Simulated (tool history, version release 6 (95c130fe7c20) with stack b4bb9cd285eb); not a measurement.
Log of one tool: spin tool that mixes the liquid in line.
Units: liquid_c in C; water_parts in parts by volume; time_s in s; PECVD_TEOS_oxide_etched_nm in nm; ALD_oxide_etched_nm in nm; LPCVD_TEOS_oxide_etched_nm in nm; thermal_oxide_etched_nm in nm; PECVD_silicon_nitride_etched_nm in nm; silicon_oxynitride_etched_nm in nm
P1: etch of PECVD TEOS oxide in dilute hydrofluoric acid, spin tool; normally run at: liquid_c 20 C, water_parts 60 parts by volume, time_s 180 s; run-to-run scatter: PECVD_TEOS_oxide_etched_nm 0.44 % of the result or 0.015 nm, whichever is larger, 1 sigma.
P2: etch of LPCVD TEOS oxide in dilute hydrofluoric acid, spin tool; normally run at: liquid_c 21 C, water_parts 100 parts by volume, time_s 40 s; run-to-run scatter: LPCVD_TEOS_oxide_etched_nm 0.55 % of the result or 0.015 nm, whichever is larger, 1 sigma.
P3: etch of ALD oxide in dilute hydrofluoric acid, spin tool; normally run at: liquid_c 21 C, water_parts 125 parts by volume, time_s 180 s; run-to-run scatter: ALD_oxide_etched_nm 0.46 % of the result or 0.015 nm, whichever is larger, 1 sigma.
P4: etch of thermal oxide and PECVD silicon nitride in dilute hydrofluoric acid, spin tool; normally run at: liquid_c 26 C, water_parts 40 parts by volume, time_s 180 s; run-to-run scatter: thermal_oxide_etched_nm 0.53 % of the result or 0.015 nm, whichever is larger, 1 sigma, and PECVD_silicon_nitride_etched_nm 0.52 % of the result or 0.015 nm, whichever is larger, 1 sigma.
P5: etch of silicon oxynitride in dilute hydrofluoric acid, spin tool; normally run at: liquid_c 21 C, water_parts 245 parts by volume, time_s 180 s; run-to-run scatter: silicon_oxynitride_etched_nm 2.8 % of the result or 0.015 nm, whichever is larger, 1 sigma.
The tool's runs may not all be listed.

| run | hour | process | liquid_c | water_parts | time_s | hours since the thermometer was replaced | hours since the hydrofluoric acid flow meter was replaced | PECVD_TEOS_oxide_etched_nm | ALD_oxide_etched_nm | LPCVD_TEOS_oxide_etched_nm | thermal_oxide_etched_nm | PECVD_silicon_nitride_etched_nm | silicon_oxynitride_etched_nm |
|---|---|---|---|---|---|---|---|---|---|---|---|---|---|
| 1 | 4.3 | P1 | 20 | 60 | 180 | 655 | 282.8 | 27.326 |  |  |  |  |  |
| 2 | 6.8 | P3 | 21 | 175 | 180 | 657.5 | 285.3 |  | 13.361 |  |  |  |  |
| 3 | 9.7 | P3 | 21 | 125 | 15 | 660.4 | 288.2 |  | 1.668 |  |  |  |  |
| 4 | 12.9 | P2 | 21 | 150 | 40 | 663.6 | 291.4 |  |  | 8.7541 |  |  |  |
| 5 | 15.1 | P1 | 20 | 60 | 180 | 665.8 | 293.6 | 27.286 |  |  |  |  |  |
| 6 | 17.1 | P4 | 26 | 40 | 180 | 667.8 | 295.6 |  |  |  | 24.335 | 25 |  |
| 7 | 19.4 | P3 | 21 | 125 | 180 | 670.1 | 297.9 |  | 19.799 |  |  |  |  |
| 8 | 22.9 | P1 | 20 | 20 | 180 | 673.6 | 301.4 | 85.734 |  |  |  |  |  |
| 9 | 25.9 | P1 | 20 | 60 | 340 | 676.6 | 304.4 | 51.695 |  |  |  |  |  |
| 10 | 28.9 | P1 | 20 | 60 | 180 | 679.6 | 307.4 | 27.131 |  |  |  |  |  |
| 11 | 33 | P1 | 24.5 | 60 | 180 | 683.7 | 311.5 | 32.79 |  |  |  |  |  |
| 12 | 37.2 | P1 | 20 | 60 | 180 | 687.9 | 315.7 | 27.198 |  |  |  |  |  |
| 13 | 41.5 | P1 | 20 | 60 | 180 | 692.2 | 320 | 27.089 |  |  |  |  |  |
| 14 | 44.1 | P5 | 21 | 245 | 335 | 694.8 | 322.6 |  |  |  |  |  | 1.525 |
| 15 | 47.4 | P1 | 17 | 60 | 180 | 698.1 | 325.9 | 23.86 |  |  |  |  |  |
| 16 | 49.9 | P4 | 34 | 40 | 180 | 700.6 | 328.4 |  |  |  | 33.423 | 41.894 |  |
| 17 | 52.6 | P1 | 20 | 60 | 20 | 703.3 | 331.1 | 2.9816 |  |  |  |  |  |
| 18 | 55.8 | P1 | 20 | 20 | 305 | 706.5 | 334.3 | 146.22 |  |  |  |  |  |
| 19 | 58.9 | P2 | 17 | 100 | 40 | 709.6 | 337.4 |  |  | 11.808 |  |  |  |
| 20 | 62 | P5 | 21 | 245 | 180 | 712.7 | 340.5 |  |  |  |  |  | 0.8928 |
| 21 | 64.5 | P2 | 21 | 100 | 20 | 715.2 | 343 |  |  | 6.9021 |  |  |  |
| 22 | 67.2 | P5 | 21 | 100 | 180 | 717.9 | 345.7 |  |  |  |  |  | 2.3039 |
| 23 | 70.8 | P2 | 21 | 100 | 40 | 721.5 | 349.3 |  |  | 13.955 |  |  |  |
| 24 | 74.6 | P3 | 29 | 125 | 180 | 725.3 | 353.1 |  | 26.895 |  |  |  |  |
| 25 | 77 | P4 | 26 | 40 | 15 | 727.7 | 355.5 |  |  |  | 2.0184 | 2.0768 |  |
| 26 | 80.8 | P5 | 17 | 245 | 180 | 731.5 | 359.3 |  |  |  |  |  | 0.68759 |
| 27 | 84.8 | P1 | 20 | 100 | 180 | 735.5 | 363.3 | 15.482 |  |  |  |  |  |
| 28 | 87.3 | P4 | 26 | 65 | 180 | 738 | 365.8 |  |  |  | 14.333 | 15.377 |  |
| 29 | 91.3 | P1 | 20 | 60 | 180 | 742 | 369.8 | 27.523 |  |  |  |  |  |
| 30 | 94.4 | P1 | 20 | 60 | 180 | 745.1 | 372.9 | 26.226 |  |  |  |  |  |
| 31 | 97.8 | P1 | 20 | 60 | 180 | 748.5 | 376.3 | 25.627 |  |  |  |  |  |
| 32 | 100.8 | P1 | 20 | 60 | 180 | 751.5 | 379.3 | 25.274 |  |  |  |  |  |
| 33 | 104 | P1 | 20 | 60 | 180 | 754.7 | 382.5 | 24.954 |  |  |  |  |  |
| 34 | 108.1 | P1 | 20 | 60 | 180 | 758.8 | 386.6 | 24.715 |  |  |  |  |  |
| 35 | 110.3 | P1 | 20 | 60 | 180 | 761 | 388.8 | 24.724 |  |  |  |  |  |
| 36 | 114.5 | P1 | 20 | 60 | 180 | 765.2 | 393 | 24.753 |  |  |  |  |  |
| 37 | 117.4 | P1 | 20 | 60 | 180 | 768.1 | 395.9 | 24.638 |  |  |  |  |  |

What P1 gives has crept away from where it was. These 2 causes fit the log equally well, each at the size given:
A: hydrofluoric acid flow below the setpoint (%) = 8.21
B: liquid colder than its thermometer reads (K) = 2.17
The creep began at about hour 91.3.

4 check runs are offered, one wafer each, their results left as question marks. Which one tells the causes apart?
| check 1 | 120.3 | P5 | 21 | 245 | 180 |  |  |  |  |  |  |  | ? |
| check 2 | 120.3 | P2 | 21 | 100 | 40 |  |  |  |  | ? |  |  |  |
| check 3 | 120.3 | P3 | 21 | 125 | 180 |  |  |  | ? |  |  |  |  |
| check 4 | 120.3 | P4 | 26 | 40 | 180 |  |  |  |  |  | ? | ? |  |

What each check would give under each cause:
| check | result | if A | if B |
|---|---|---|---|
| check 1 | silicon_oxynitride_etched_nm | 0.77909 | 0.77986 |
| check 2 | LPCVD_TEOS_oxide_etched_nm | 12.594 | 12.677 |
| check 3 | ALD_oxide_etched_nm | 17.948 | 18.13 |
| check 4 | thermal_oxide_etched_nm | 22.093 | 22.123 |
| check 4 | PECVD_silicon_nitride_etched_nm | 22.969 | 21.582 |
How far apart the two closest causes lie, in the result that separates them most: check 1 0.1 %; check 2 0.66 %; check 3 1.01 %; check 4 6.23 %
Check 4 tells the causes apart: in the others they would give nearly the same result.

Check 4 was then run and gave: thermal_oxide_etched_nm 22.114 nm; PECVD_silicon_nitride_etched_nm 21.544 nm. Which cause is it?

It is B: liquid colder than its thermometer reads (K).
